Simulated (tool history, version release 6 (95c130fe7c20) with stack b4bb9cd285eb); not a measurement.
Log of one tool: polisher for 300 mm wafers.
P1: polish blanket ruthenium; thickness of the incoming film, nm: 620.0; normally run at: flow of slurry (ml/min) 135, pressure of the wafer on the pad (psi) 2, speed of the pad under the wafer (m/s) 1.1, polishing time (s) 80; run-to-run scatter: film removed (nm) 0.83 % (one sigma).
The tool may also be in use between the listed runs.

run	hour	flow of slurry (ml/min)	pressure of the wafer on the pad (psi)	speed of the pad under the wafer (m/s)	polishing time (s)	film removed (nm)
1	17.1	135	2	1.1	80	94.401
2	27.5	135	3.1	1.1	80	146.04
3	39.4	135	2	1.64	80	140.26
4	50	135	2	1.1	112	132.04
5	58.1	135	2	1.1	80	95.083
6	67.3	135	2	1.1	80	92.568
7	81.8	135	2	1.1	50	58.548
8	91.4	135	1.3	1.1	80	61.638
9	104	135	2	0.5	80	42.446
10	118.6	135	2	0.5	114	60.307
11	129.5	135	2	1.1	80	94.308
12	143.5	185	2	1.1	80	98.366
13	158	135	2	1.1	80	94.125
14	173	80	2	1.1	80	82.94
15	181.3	135	2	1.1	80	93.811
16	192	135	2	1.1	80	91.297
17	202.8	135	2	1.1	80	89.781
18	214.4	135	2	1.1	80	87.35
# hour 216.8: worn pad replaced by a new one
19	225.6	135	2	1.1	80	86.297
20	239.8	135	2	1.1	80	86.025
21	254.1	135	2	1.1	80	85.349
22	264.6	135	2	1.1	80	85.583

What P1 gives has crept away from where it was. These 2 causes fit the log equally well, each at the size given:
A: head's pressure below its setpoint, % = 9.19
B: slurry flow missing at the pad, % = 34
The creep began at about hour 181.3.
Why every other cause is out:
removal rate lost through wear of the pad, %: serviced at hour 216.8, which brought nothing back

4 check runs are offered, each on 5 wafers whose results are averaged, their results left as question marks. Which one tells the causes apart?
check 1	275.1	135	2	0.52	80	?
check 2	275.1	135	3	1.1	80	?
check 3	275.1	100	2	1.1	80	?
check 4	275.1	135	2	1.6	80	?

What each check would give under each cause:
check	result	if A	if B
check 1	film removed (nm)	40.365	40.374
check 2	film removed (nm)	128.08	128.11
check 3	film removed (nm)	79.95	77.697
check 4	film removed (nm)	124.2	124.23
How far apart the two closest causes lie, in the result that separates them most: check 1 0.02 %; check 2 0.02 %; check 3 2.86 %; check 4 0.02 %
Only check 3 tells the causes apart: in the others they would give nearly the same result.

Check 3 was then run and gave: film removed (nm) 77.152. Which cause is it?

It is B: slurry flow missing at the pad, %.
